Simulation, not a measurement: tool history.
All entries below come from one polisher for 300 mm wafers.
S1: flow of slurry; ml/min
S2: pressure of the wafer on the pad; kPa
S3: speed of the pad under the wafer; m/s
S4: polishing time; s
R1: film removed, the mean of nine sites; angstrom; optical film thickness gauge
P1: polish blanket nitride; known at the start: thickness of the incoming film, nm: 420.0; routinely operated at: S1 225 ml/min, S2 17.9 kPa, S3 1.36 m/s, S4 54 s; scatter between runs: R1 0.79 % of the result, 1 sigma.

| run | hour | S1 | S2 | S3 | S4 | R1 |
|---|---|---|---|---|---|---|
| 1 | 5.0 | 225 | 17.9 | 1.36 | 54 | 735.94 |
| 2 | 10.3 | 225 | 17.9 | 0.62 | 54 | 386.82 |
| 3 | 13.3 | 225 | 17.9 | 1.36 | 54 | 728.56 |
| 4 | 16.0 | 135 | 17.9 | 1.36 | 77 | 963.30 |
| 5 | 19.5 | 225 | 17.9 | 1.36 | 54 | 727.53 |
| 6 | 24.3 | 225 | 17.9 | 1.36 | 54 | 735.12 |
| 7 | 29.1 | 225 | 17.9 | 1.36 | 81 | 1105.10 |
| 8 | 32.4 | 225 | 27.6 | 1.36 | 54 | 1140.40 |
| 9 | 36.9 | 225 | 26.9 | 1.36 | 75 | 1524.80 |
| 10 | 41.9 | 225 | 17.9 | 1.36 | 54 | 734.70 |
| 11 | 45.8 | 135 | 17.9 | 1.36 | 54 | 674.04 |
| 12 | 50.0 | 225 | 17.9 | 1.36 | 27 | 372.18 |
| 13 | 53.2 | 225 | 17.9 | 1.36 | 54 | 733.25 |
| 14 | 57.0 | 225 | 8.3 | 1.36 | 54 | 337.12 |
|  | 57.3 | slurry nozzle cleaned |
| 15 | 61.6 | 350 | 17.9 | 1.36 | 54 | 761.71 |
| 16 | 67.3 | 225 | 17.9 | 2.12 | 54 | 1037.10 |
| 17 | 72.4 | 225 | 17.9 | 1.36 | 54 | 731.58 |
| 18 | 78.4 | 225 | 17.9 | 1.36 | 54 | 714.88 |
| 19 | 82.5 | 225 | 17.9 | 1.36 | 54 | 708.36 |
| 20 | 87.1 | 225 | 17.9 | 1.36 | 54 | 697.93 |
| 21 | 91.1 | 225 | 17.9 | 1.36 | 54 | 692.45 |
|  | 93.9 | worn pad replaced by a new one |
| 22 | 96.7 | 225 | 17.9 | 1.36 | 54 | 697.18 |
| 23 | 100.1 | 225 | 17.9 | 1.36 | 54 | 697.23 |
| 24 | 103.4 | 225 | 17.9 | 1.36 | 54 | 700.02 |
| 25 | 109.0 | 225 | 17.9 | 1.36 | 54 | 694.47 |

P1 no longer gives what it gave before; its output has crept away from where it was. The following 2 causes, each at its listed size, fit the log equally well:
A: head's pressure below its setpoint, % = 5.32
B: slurry flow missing at the pad, % = 31.8
The process output started creeping at around hour 72.4.
What rules out each remaining cause:
removal rate lost through wear of the pad, %: serviced at hour 93.9, after the drift had started, without restoring the earlier output

Which of the check runs below tells the causes apart, meaning the causes would give it clearly different results? Each run uses 3 wafers whose results are averaged, and each result is shown as a question mark.
| check 1 | 114.6 | 225 | 27.6 | 2.00 | 54 | ? |
| check 2 | 114.6 | 135 | 17.9 | 0.64 | 54 | ? |
| check 3 | 114.6 | 225 | 8.3 | 0.68 | 54 | ? |
| check 4 | 114.6 | 225 | 8.3 | 2.00 | 54 | ? |

Expected result of each check under each candidate cause:
| check | result | if A | if B |
|---|---|---|---|
| check 1 | R1 | 1453.70 | 1453.80 |
| check 2 | R1 | 351.39 | 340.17 |
| check 3 | R1 | 183.98 | 184.00 |
| check 4 | R1 | 436.10 | 436.14 |
Minimum pairwise separation of causes per check, each pair taken at its best-separating result: check 1 0.01 %; check 2 3.24 %; check 3 0.01 %; check 4 0.01 %
Of the check runs offered, only check 2 discriminates between the causes; the rest would read about the same regardless of which cause applies.

Check 2 was carried out, with these results: R1 352.94 angstrom. Which of the listed causes is responsible?

A is the cause: head's pressure below its setpoint, %.
